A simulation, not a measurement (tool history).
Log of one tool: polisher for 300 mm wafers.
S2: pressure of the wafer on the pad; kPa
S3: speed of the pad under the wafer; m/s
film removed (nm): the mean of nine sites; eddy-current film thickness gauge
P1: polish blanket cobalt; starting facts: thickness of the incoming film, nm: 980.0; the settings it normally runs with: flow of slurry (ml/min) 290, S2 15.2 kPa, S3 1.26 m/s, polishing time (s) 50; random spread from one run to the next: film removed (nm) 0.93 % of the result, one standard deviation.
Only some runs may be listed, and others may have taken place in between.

Run 1, hour 10.9: flow of slurry (ml/min) 290, S2 15.2 kPa, S3 1.26 m/s, polishing time (s) 50. Result: film removed (nm) 372.00.
Run 2, hour 16.1: flow of slurry (ml/min) 290, S2 15.2 kPa, S3 1.26 m/s, polishing time (s) 78. Result: film removed (nm) 587.61.
Run 3, hour 25.0: flow of slurry (ml/min) 290, S2 15.2 kPa, S3 0.70 m/s, polishing time (s) 50. Result: film removed (nm) 206.93.
Run 4, hour 32.3: flow of slurry (ml/min) 175, S2 15.2 kPa, S3 1.26 m/s, polishing time (s) 50. Result: film removed (nm) 353.47.
Run 5, hour 41.2: flow of slurry (ml/min) 290, S2 15.2 kPa, S3 1.26 m/s, polishing time (s) 50. Result: film removed (nm) 365.98.
Run 6, hour 51.8: flow of slurry (ml/min) 290, S2 15.2 kPa, S3 1.26 m/s, polishing time (s) 50. Result: film removed (nm) 371.36.
Run 7, hour 63.4: flow of slurry (ml/min) 290, S2 15.2 kPa, S3 1.26 m/s, polishing time (s) 50. Result: film removed (nm) 373.79.
Run 8, hour 71.5: flow of slurry (ml/min) 290, S2 23.4 kPa, S3 1.26 m/s, polishing time (s) 50. Result: film removed (nm) 574.05.
Run 9, hour 78.9: flow of slurry (ml/min) 290, S2 15.2 kPa, S3 1.26 m/s, polishing time (s) 34. Result: film removed (nm) 248.26.
Run 10, hour 87.6: flow of slurry (ml/min) 290, S2 15.2 kPa, S3 1.94 m/s, polishing time (s) 50. Result: film removed (nm) 574.54.
Run 11, hour 96.0: flow of slurry (ml/min) 290, S2 6.9 kPa, S3 1.26 m/s, polishing time (s) 50. Result: film removed (nm) 170.12.
Run 12, hour 107.0: flow of slurry (ml/min) 290, S2 15.2 kPa, S3 1.26 m/s, polishing time (s) 50. Result: film removed (nm) 365.46.
Run 13, hour 114.0: flow of slurry (ml/min) 455, S2 15.2 kPa, S3 1.26 m/s, polishing time (s) 50. Result: film removed (nm) 384.84.
At hour 117.9: worn pad replaced by a new one.
Run 14, hour 124.6: flow of slurry (ml/min) 415, S2 15.2 kPa, S3 1.26 m/s, polishing time (s) 32. Result: film removed (nm) 247.54.
Run 15, hour 136.0: flow of slurry (ml/min) 290, S2 15.2 kPa, S3 1.26 m/s, polishing time (s) 50. Result: film removed (nm) 372.01.
Run 16, hour 141.4: flow of slurry (ml/min) 290, S2 15.2 kPa, S3 1.26 m/s, polishing time (s) 50. Result: film removed (nm) 372.84.
Run 17, hour 150.4: flow of slurry (ml/min) 290, S2 15.2 kPa, S3 1.26 m/s, polishing time (s) 50. Result: film removed (nm) 365.76.
Run 18, hour 156.4: flow of slurry (ml/min) 290, S2 15.2 kPa, S3 1.26 m/s, polishing time (s) 50. Result: film removed (nm) 366.20.
Run 19, hour 161.8: flow of slurry (ml/min) 290, S2 15.2 kPa, S3 1.26 m/s, polishing time (s) 50. Result: film removed (nm) 362.50.

Run 20, settings as shown, results not yet in. Your forecast:
Run 20, hour 167.0: flow of slurry (ml/min) 290, S2 15.2 kPa, S3 1.26 m/s, polishing time (s) 50. Result: film removed (nm) ?.

{"run 20": {"film removed (nm)": 359.63}}
